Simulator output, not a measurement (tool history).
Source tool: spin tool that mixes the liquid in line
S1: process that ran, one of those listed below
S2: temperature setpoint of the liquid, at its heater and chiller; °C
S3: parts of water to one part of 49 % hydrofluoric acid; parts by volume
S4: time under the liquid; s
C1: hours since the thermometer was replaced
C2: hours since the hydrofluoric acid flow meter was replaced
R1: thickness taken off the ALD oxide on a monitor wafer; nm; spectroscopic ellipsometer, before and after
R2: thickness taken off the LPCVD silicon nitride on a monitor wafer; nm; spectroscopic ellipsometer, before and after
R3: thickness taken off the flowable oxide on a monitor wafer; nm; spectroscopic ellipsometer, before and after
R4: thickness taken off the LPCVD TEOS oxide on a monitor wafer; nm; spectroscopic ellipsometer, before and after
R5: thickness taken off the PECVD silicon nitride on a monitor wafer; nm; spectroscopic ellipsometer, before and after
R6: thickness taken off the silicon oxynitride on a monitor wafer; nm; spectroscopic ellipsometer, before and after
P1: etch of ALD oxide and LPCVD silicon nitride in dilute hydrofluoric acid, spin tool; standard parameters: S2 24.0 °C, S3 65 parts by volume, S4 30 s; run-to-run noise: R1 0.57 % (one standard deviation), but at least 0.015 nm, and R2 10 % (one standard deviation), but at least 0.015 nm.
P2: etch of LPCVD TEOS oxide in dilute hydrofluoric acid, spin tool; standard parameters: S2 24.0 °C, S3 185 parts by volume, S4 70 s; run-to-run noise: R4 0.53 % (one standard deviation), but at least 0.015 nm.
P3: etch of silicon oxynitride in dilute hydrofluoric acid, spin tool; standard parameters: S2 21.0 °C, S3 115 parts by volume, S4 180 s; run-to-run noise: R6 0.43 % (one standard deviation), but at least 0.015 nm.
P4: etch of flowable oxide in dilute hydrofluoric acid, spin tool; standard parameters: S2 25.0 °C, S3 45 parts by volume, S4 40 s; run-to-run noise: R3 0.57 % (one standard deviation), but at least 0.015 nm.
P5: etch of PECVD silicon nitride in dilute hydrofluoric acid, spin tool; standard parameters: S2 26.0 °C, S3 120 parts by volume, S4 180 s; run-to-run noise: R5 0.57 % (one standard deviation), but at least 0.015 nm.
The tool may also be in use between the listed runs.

| run | hour | S1 | S2 | S3 | S4 | C1 | C2 | R1 | R2 | R3 | R4 | R5 | R6 |
|---|---|---|---|---|---|---|---|---|---|---|---|---|---|
| 1 | 6.7 | P1 | 24.0 | 65 | 30 | 1713.3 | 270.0 | 10.2240 | 0.209460 |  |  |  |  |
| 2 | 12.6 | P4 | 25.0 | 45 | 15 | 1719.2 | 275.9 |  |  | 18.927 |  |  |  |
| 3 | 16.6 | P4 | 29.5 | 45 | 40 | 1723.2 | 279.9 |  |  | 59.153 |  |  |  |
| 4 | 21.9 | P1 | 24.0 | 65 | 30 | 1728.5 | 285.2 | 10.2910 | 0.235100 |  |  |  |  |
| 5 | 27.7 | P1 | 24.0 | 65 | 30 | 1734.3 | 291.0 | 10.2580 | 0.181060 |  |  |  |  |
| 6 | 35.8 | P2 | 24.0 | 185 | 120 | 1742.4 | 299.1 |  |  |  | 9.7911 |  |  |
| 7 | 40.9 | P1 | 24.0 | 105 | 30 | 1747.5 | 304.2 | 6.0219 | 0.077230 |  |  |  |  |
| 8 | 46.8 | P1 | 17.0 | 65 | 30 | 1753.4 | 310.1 | 7.6398 | 0.086912 |  |  |  |  |
| 9 | 55.4 | P2 | 24.0 | 65 | 70 | 1762.0 | 318.7 |  |  |  | 18.6000 |  |  |
| 10 | 62.4 | P1 | 31.0 | 30 | 30 | 1769.0 | 325.7 | 30.8410 | 0.642440 |  |  |  |  |
| 11 | 68.5 | P1 | 24.0 | 65 | 15 | 1775.1 | 331.8 | 5.1827 | 0.146290 |  |  |  |  |
| 12 | 74.0 | P1 | 24.0 | 65 | 45 | 1780.6 | 337.3 | 15.4930 | 0.318040 |  |  |  |  |
| 13 | 81.0 | P1 | 24.0 | 65 | 30 | 1787.6 | 344.3 | 10.2330 | 0.238060 |  |  |  |  |
| 14 | 85.0 | P1 | 24.0 | 35 | 30 | 1791.6 | 348.3 | 19.7790 | 0.379480 |  |  |  |  |
| 15 | 89.1 | P5 | 26.0 | 60 | 180 | 1795.7 | 352.4 |  |  |  |  | 10.4190 |  |
| 16 | 92.8 | P1 | 20.0 | 65 | 50 | 1799.4 | 356.1 | 14.5440 | 0.291970 |  |  |  |  |
| 17 | 98.5 | P4 | 25.0 | 45 | 40 | 1805.1 | 361.8 |  |  | 49.663 |  |  |  |
| 18 | 106.1 | P5 | 26.0 | 120 | 180 | 1812.7 | 369.4 |  |  |  |  | 5.1828 |  |
| 19 | 110.9 | P1 | 24.0 | 65 | 30 | 1817.5 | 374.2 | 10.1860 | 0.226940 |  |  |  |  |
| 20 | 115.9 | P3 | 21.0 | 115 | 180 | 1822.5 | 379.2 |  |  |  |  |  | 6.1971 |
| 21 | 120.6 | P5 | 18.5 | 120 | 180 | 1827.2 | 383.9 |  |  |  |  | 3.2103 |  |
| 22 | 127.3 | P1 | 24.0 | 65 | 30 | 1833.9 | 390.6 | 10.2660 | 0.209440 |  |  |  |  |
| 23 | 135.7 | P3 | 21.0 | 195 | 180 | 1842.3 | 399.0 |  |  |  |  |  | 3.4766 |
| 24 | 143.7 | P2 | 24.0 | 185 | 70 | 1850.3 | 407.0 |  |  |  | 5.6205 |  |  |
| 25 | 150.1 | P1 | 29.0 | 65 | 30 | 1856.7 | 413.4 | 12.5440 | 0.296140 |  |  |  |  |
| 26 | 156.5 | P4 | 25.0 | 45 | 40 | 1863.1 | 419.8 |  |  | 50.229 |  |  |  |
| 27 | 162.4 | P5 | 26.0 | 120 | 310 | 1869.0 | 425.7 |  |  |  |  | 8.8265 |  |
| 28 | 166.4 | P4 | 25.0 | 60 | 40 | 1873.0 | 429.7 |  |  | 36.785 |  |  |  |
| 29 | 172.2 | P2 | 32.0 | 185 | 70 | 1878.8 | 435.5 |  |  |  | 7.5503 |  |  |
| 30 | 179.9 | P3 | 28.5 | 115 | 180 | 1886.5 | 443.2 |  |  |  |  |  | 8.9401 |
| 31 | 184.7 | P3 | 21.0 | 115 | 300 | 1891.3 | 448.0 |  |  |  |  |  | 10.4250 |
| 32 | 192.9 | P1 | 24.0 | 65 | 30 | 1899.5 | 456.2 | 10.2650 | 0.197300 |  |  |  |  |
| 33 | 200.5 | P1 | 24.0 | 65 | 30 | 1907.1 | 463.8 | 10.3110 | 0.216190 |  |  |  |  |
| 34 | 207.3 | P1 | 24.0 | 65 | 30 | 1913.9 | 470.6 | 10.3280 | 0.191280 |  |  |  |  |
| 35 | 211.1 | P1 | 24.0 | 65 | 30 | 1917.7 | 474.4 | 10.6570 | 0.243250 |  |  |  |  |
| 36 | 216.6 | P1 | 24.0 | 65 | 30 | 1923.2 | 479.9 | 10.6980 | 0.278020 |  |  |  |  |
| 37 | 223.9 | P1 | 24.0 | 65 | 30 | 1930.5 | 487.2 | 10.7520 | 0.221390 |  |  |  |  |
| 38 | 229.6 | P1 | 24.0 | 65 | 30 | 1936.2 | 492.9 | 10.8390 | 0.222730 |  |  |  |  |
| 39 | 237.3 | P1 | 24.0 | 65 | 30 | 1943.9 | 500.6 | 10.9750 | 0.218290 |  |  |  |  |
| 40 | 243.3 | P1 | 24.0 | 65 | 30 | 1949.9 | 506.6 | 10.9630 | 0.217530 |  |  |  |  |
| 41 | 252.0 | P1 | 24.0 | 65 | 30 | 1958.6 | 515.3 | 10.9130 | 0.208880 |  |  |  |  |
| 42 | 257.4 | P1 | 24.0 | 65 | 30 | 1964.0 | 520.7 | 11.0110 | 0.280790 |  |  |  |  |

P1 no longer gives what it gave before; its output has crept away from where it was. The following 2 causes, each at its listed size, fit the log equally well:
A: liquid hotter than its thermometer reads (K) = 1.58
B: hydrofluoric acid flow above the setpoint (%) = 6.04
The process output started creeping at around hour 200.5.

Question marks stand in for the results of the 4 check runs listed below, each run on one wafer. Under which run would the listed causes show clearly different results?
| check 1 | 262.8 | P4 | 29.5 | 45 | 40 |  |  |  |  | ? |  |  |  |
| check 2 | 262.8 | P5 | 21.0 | 120 | 180 |  |  |  |  |  |  | ? |  |
| check 3 | 262.8 | P3 | 28.0 | 115 | 180 |  |  |  |  |  |  |  | ? |
| check 4 | 262.8 | P2 | 24.0 | 95 | 115 |  |  |  |  |  | ? |  |  |

What every check run would give for each of its results, assuming each possible cause in turn:
| check | result | if A | if B |
|---|---|---|---|
| check 1 | R3 | 63.798 | 63.820 |
| check 2 | R5 | 4.1664 | 3.9723 |
| check 3 | R6 | 9.3172 | 9.2612 |
| check 4 | R4 | 21.4530 | 21.5170 |
Distance between the nearest two causes, measured in the result of the check that separates them most: check 1 0.03 %; check 2 4.77 %; check 3 0.6 %; check 4 0.3 %
Of the check runs offered, only check 2 discriminates between the causes; the rest would read about the same regardless of which cause applies.

Running check 2 produced the following: R5 4.2141 nm. Which one of the listed causes fits?

A is the cause: liquid hotter than its thermometer reads (K).
